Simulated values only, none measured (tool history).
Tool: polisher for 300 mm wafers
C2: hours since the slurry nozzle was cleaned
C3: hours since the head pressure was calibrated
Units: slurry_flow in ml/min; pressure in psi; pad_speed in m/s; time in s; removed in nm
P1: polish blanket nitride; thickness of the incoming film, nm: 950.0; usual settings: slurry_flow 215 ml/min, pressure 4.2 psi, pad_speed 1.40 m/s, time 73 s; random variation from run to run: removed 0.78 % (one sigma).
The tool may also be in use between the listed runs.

{"run": 1, "hour": 15.5, "slurry_flow": 215, "pressure": 4.2, "pad_speed": 1.4, "time": 73, "wafers polished on this pad": 233, "C2": 167.6, "C3": 206.6, "removed": 171.88}
{"run": 2, "hour": 32.0, "slurry_flow": 215, "pressure": 4.2, "pad_speed": 1.4, "time": 73, "wafers polished on this pad": 350, "C2": 184.1, "C3": 223.1, "removed": 171.42}
{"run": 3, "hour": 42.6, "slurry_flow": 215, "pressure": 6.2, "pad_speed": 1.4, "time": 33, "wafers polished on this pad": 425, "C2": 194.7, "C3": 233.7, "removed": 114.63}
{"run": 4, "hour": 55.2, "slurry_flow": 215, "pressure": 4.2, "pad_speed": 1.4, "time": 33, "wafers polished on this pad": 515, "C2": 207.3, "C3": 246.3, "removed": 77.664}
{"run": 5, "hour": 72.9, "slurry_flow": 215, "pressure": 5.8, "pad_speed": 1.4, "time": 73, "wafers polished on this pad": 641, "C2": 225.0, "C3": 264.0, "removed": 236.88}
{"run": 6, "hour": 89.2, "slurry_flow": 215, "pressure": 4.2, "pad_speed": 0.66, "time": 73, "wafers polished on this pad": 757, "C2": 241.3, "C3": 280.3, "removed": 95.801}
{"run": 7, "hour": 98.9, "slurry_flow": 215, "pressure": 4.2, "pad_speed": 1.4, "time": 73, "wafers polished on this pad": 826, "C2": 251.0, "C3": 290.0, "removed": 170.74}
{"run": 8, "hour": 113.4, "slurry_flow": 215, "pressure": 4.2, "pad_speed": 2.16, "time": 73, "wafers polished on this pad": 929, "C2": 265.5, "C3": 304.5, "removed": 245.07}
{"run": 9, "hour": 122.7, "slurry_flow": 215, "pressure": 4.2, "pad_speed": 1.4, "time": 107, "wafers polished on this pad": 996, "C2": 274.8, "C3": 313.8, "removed": 254.44}
{"run": 10, "hour": 132.0, "slurry_flow": 130, "pressure": 4.2, "pad_speed": 1.4, "time": 73, "wafers polished on this pad": 1062, "C2": 284.1, "C3": 323.1, "removed": 158.37}
{"run": 11, "hour": 141.4, "slurry_flow": 335, "pressure": 4.2, "pad_speed": 1.4, "time": 73, "wafers polished on this pad": 1129, "C2": 293.5, "C3": 332.5, "removed": 180.99}
{"run": 12, "hour": 152.6, "slurry_flow": 215, "pressure": 4.2, "pad_speed": 1.4, "time": 73, "wafers polished on this pad": 1208, "C2": 304.7, "C3": 343.7, "removed": 173.27}
{"run": 13, "hour": 165.6, "slurry_flow": 215, "pressure": 4.2, "pad_speed": 1.4, "time": 73, "wafers polished on this pad": 1301, "C2": 317.7, "C3": 356.7, "removed": 170.63}
{"run": 14, "hour": 177.3, "slurry_flow": 215, "pressure": 1.9, "pad_speed": 1.4, "time": 73, "wafers polished on this pad": 1384, "C2": 329.4, "C3": 368.4, "removed": 77.539}
{"run": 15, "hour": 194.2, "slurry_flow": 215, "pressure": 4.2, "pad_speed": 1.4, "time": 73, "wafers polished on this pad": 1505, "C2": 346.3, "C3": 385.3, "removed": 170.64}
{"run": 16, "hour": 206.2, "slurry_flow": 215, "pressure": 4.2, "pad_speed": 1.4, "time": 73, "wafers polished on this pad": 1590, "C2": 358.3, "C3": 397.3, "removed": 167.71}
{"run": 17, "hour": 214.6, "slurry_flow": 215, "pressure": 4.2, "pad_speed": 1.4, "time": 73, "wafers polished on this pad": 1650, "C2": 366.7, "C3": 405.7, "removed": 164.1}
{"run": 18, "hour": 226.6, "slurry_flow": 215, "pressure": 4.2, "pad_speed": 1.4, "time": 73, "wafers polished on this pad": 1735, "C2": 378.7, "C3": 417.7, "removed": 162.09}
{"run": 19, "hour": 243.3, "slurry_flow": 215, "pressure": 4.2, "pad_speed": 1.4, "time": 73, "wafers polished on this pad": 1854, "C2": 395.4, "C3": 434.4, "removed": 162.85}

The next listed run, before its measurement:
{"hour": 254.3, "done": "worn pad replaced by a new one"}
{"run": 20, "hour": 260.3, "slurry_flow": 215, "pressure": 4.2, "pad_speed": 1.4, "time": 73, "wafers polished on this pad": 43, "C2": 412.4, "C3": 451.4, "removed": "?"}

{"run 20": {"removed": 162.84}}

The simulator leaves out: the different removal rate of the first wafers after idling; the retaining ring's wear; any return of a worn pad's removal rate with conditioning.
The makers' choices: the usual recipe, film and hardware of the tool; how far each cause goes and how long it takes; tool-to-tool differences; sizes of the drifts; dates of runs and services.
